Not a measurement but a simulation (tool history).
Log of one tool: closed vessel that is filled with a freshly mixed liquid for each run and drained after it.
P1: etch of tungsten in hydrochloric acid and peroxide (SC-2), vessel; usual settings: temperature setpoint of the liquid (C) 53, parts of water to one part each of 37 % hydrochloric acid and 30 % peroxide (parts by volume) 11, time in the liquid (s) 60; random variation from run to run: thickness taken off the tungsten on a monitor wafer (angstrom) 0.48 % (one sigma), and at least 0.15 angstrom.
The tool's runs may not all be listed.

run    day  temperature setpoint of the liquid (C)  parts of water to one part each of 37 % hydrochloric acid and 30 % peroxide (parts by volume)  time in the liquid (s)  hours since the thermometer was replaced  hours since the chemicals flow meter was replaced  hours since the drum of peroxide was connected  thickness taken off the tungsten on a monitor wafer (angstrom)
  1  0.279                                      53                                                                                             11                      60                                    2072.8                                              642.3                                           918.3                                                          132.45
  2  0.579                                      53                                                                                             11                      60                                      2080                                              649.5                                           925.5                                                          131.67
  3   1.05                                      53                                                                                             11                      60                                    2091.3                                              660.8                                           936.8                                                          132.96
  4  1.358                                      53                                                                                             11                     115                                    2098.7                                              668.2                                           944.2                                                          254.12
  5  1.738                                    42.5                                                                                             11                      60                                    2107.8                                              677.3                                           953.3                                                          65.317
  6  2.083                                      53                                                                                             11                      60                                    2116.1                                              685.6                                           961.6                                                          132.31
  7   2.45                                      63                                                                                              5                      60                                    2124.9                                              694.4                                           970.4                                                          464.51
  8  2.729                                      53                                                                                             19                      60                                    2131.6                                              701.1                                           977.1                                                           82.71
  9    3.3                                      61                                                                                             11                      60                                    2145.3                                              714.8                                           990.8                                                          222.12
 10  3.625                                      53                                                                                             11                      60                                    2153.1                                              722.6                                           998.6                                                             134
 11      4                                      53                                                                                             11                      30                                    2162.1                                              731.6                                          1007.6                                                          66.064
 12  4.458                                      53                                                                                              4                      60                                    2173.1                                              742.6                                          1018.6                                                          285.26

The next listed run, before its measurement:
 13  4.829                                      53                                                                                             11                      60                                      2182                                              751.5                                          1027.5                                                               ?

{"run 13": {"thickness taken off the tungsten on a monitor wafer (angstrom)": 133.44}}
